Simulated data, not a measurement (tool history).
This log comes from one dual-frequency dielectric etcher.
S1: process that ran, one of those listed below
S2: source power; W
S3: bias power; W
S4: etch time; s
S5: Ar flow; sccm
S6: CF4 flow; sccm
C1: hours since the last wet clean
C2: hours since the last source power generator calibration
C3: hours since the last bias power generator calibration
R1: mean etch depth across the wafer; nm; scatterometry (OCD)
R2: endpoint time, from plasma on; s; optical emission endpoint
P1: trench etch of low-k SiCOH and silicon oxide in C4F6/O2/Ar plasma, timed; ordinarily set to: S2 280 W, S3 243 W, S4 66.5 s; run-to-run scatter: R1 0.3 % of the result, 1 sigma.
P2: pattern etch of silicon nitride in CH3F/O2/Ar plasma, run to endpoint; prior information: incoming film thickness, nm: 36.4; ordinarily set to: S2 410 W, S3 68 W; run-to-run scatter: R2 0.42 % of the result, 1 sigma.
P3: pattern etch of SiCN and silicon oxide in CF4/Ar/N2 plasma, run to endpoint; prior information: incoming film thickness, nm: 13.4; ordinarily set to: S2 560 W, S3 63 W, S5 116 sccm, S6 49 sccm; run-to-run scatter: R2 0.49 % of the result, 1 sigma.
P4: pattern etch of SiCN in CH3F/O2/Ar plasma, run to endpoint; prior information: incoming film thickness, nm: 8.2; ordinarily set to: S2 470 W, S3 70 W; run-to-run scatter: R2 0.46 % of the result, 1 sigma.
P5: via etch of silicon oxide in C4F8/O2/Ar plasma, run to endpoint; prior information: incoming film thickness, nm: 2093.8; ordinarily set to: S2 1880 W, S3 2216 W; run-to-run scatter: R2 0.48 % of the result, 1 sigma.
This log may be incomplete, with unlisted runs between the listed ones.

run	day	S1	S2	S3	S4	S5	S6	C1	C2	C3	R1	R2
1	0.150	P1	280	243	66.5			126.9	357.6	2209.7	205.90	
2	0.371	P3	560	63		91	49	132.2	362.9	2215.0		13.919
3	0.646	P5	1880	2216				138.8	369.5	2221.6		418.150
4	0.829	P1	280	243	82.5			143.2	373.9	2226.0	256.76	
5	0.983	P1	200	193	66.5			146.9	377.6	2229.7	168.45	
# day 1.250: bias power generator calibrated
6	1.254	P1	350	336	66.5			153.4	384.1	0.2	252.15	
7	1.488	P1	170	243	66.5			159.0	389.7	5.8	170.89	
8	1.725	P1	280	324	66.5			164.7	395.4	11.5	229.51	
9	1.967	P1	280	243	66.5			170.5	401.2	17.3	206.53	
10	2.179	P1	390	243	66.5			175.6	406.3	22.4	234.06	
11	2.408	P5	1880	1622				181.1	411.8	27.9		457.700
12	2.654	P1	280	243	66.5			187.0	417.7	33.8	207.11	
13	2.921	P3	560	63		116	49	193.4	424.1	40.2		14.556
14	3.104	P3	560	63		116	39	197.8	428.5	44.6		15.151
15	3.238	P2	410	94				201.0	431.7	47.8		46.213
16	3.517	P4	270	70				207.7	438.4	54.5		25.107
17	3.754	P1	280	243	49.0			213.4	444.1	60.2	152.26	
18	4.025	P4	470	70				219.9	450.6	66.7		20.590
19	4.283	P3	560	89		116	49	226.1	456.8	72.9		12.669
20	4.496	P1	280	243	66.5			231.2	461.9	78.0	206.26	
21	4.704	P4	470	70				236.2	466.9	83.0		20.407
22	4.854	P4	470	46				239.8	470.5	86.6		23.350
23	5.033	P2	410	68				244.1	474.8	90.9		51.404
24	5.242	P1	280	243	66.5			249.1	479.8	95.9	206.62	
25	5.508	P2	500	68				255.5	486.2	102.3		48.016
26	5.733	P3	370	63		116	49	260.9	491.6	107.7		20.965
27	5.908	P1	280	141	66.5			265.1	495.8	111.9	173.71	
28	6.204	P5	2580	2216				272.2	502.9	119.0		369.750
29	6.383	P1	280	243	66.5			276.5	507.2	123.3	206.18	
30	6.592	P1	280	243	66.5			281.5	512.2	128.3	208.47	
31	6.833	P1	280	243	66.5			287.3	518.0	134.1	205.04	
32	7.067	P1	280	243	66.5			292.9	523.6	139.7	205.07	
33	7.333	P1	280	243	66.5			299.3	530.0	146.1	204.73	
34	7.471	P1	280	243	66.5			302.6	533.3	149.4	203.86	
35	7.733	P1	280	243	66.5			308.9	539.6	155.7	203.97	
# day 7.850: wet clean of the chamber
36	7.983	P1	280	243	66.5			3.3	545.6	161.7	203.72	
37	8.142	P1	280	243	66.5			7.1	549.4	165.5	203.34	
38	8.354	P1	280	243	66.5			12.2	554.5	170.6	203.83	

The log shows P1 creeping away from where it was. Any of the 2 causes listed here, at the size stated for it, fits the log just as well as the others:
A: bias power that arrives under what is set, % = 4.73
B: source power that arrives under what is set, % = 4.27
Onset of the creep was near day 6.592.
Each remaining cause and why it is not a fit:
chamber walls in a state that lowers the etch rate, %: serviced at day 7.850, which brought nothing back

The 4 check runs listed below each average the results of 3 wafers, and their outcomes are marked with question marks. Under which run would the listed causes produce clearly different results?
check 1	8.567	P2	410	94								?
check 2	8.567	P4	280	53								?
check 3	8.567	P3	560	63		98	49					?
check 4	8.567	P5	2140	2216								?

Predicted outcomes, by check and by cause:
check	result	if A	if B
check 1	R2	46.902	46.847
check 2	R2	27.818	27.825
check 3	R2	14.325	14.645
check 4	R2	403.040	404.390
Gap, in per cent, between the two causes that each check separates least, read from the result that separates them most: check 1 0.12 %; check 2 0.03 %; check 3 2.2 %; check 4 0.33 %
Check 3 distinguishes between the causes, while the remaining checks would return nearly the same result for all of them.

With check 3 done, the readings were: R2 14.672 s. Identify which of the listed causes applies.

Of the candidate causes, it is B: source power that arrives under what is set, %.

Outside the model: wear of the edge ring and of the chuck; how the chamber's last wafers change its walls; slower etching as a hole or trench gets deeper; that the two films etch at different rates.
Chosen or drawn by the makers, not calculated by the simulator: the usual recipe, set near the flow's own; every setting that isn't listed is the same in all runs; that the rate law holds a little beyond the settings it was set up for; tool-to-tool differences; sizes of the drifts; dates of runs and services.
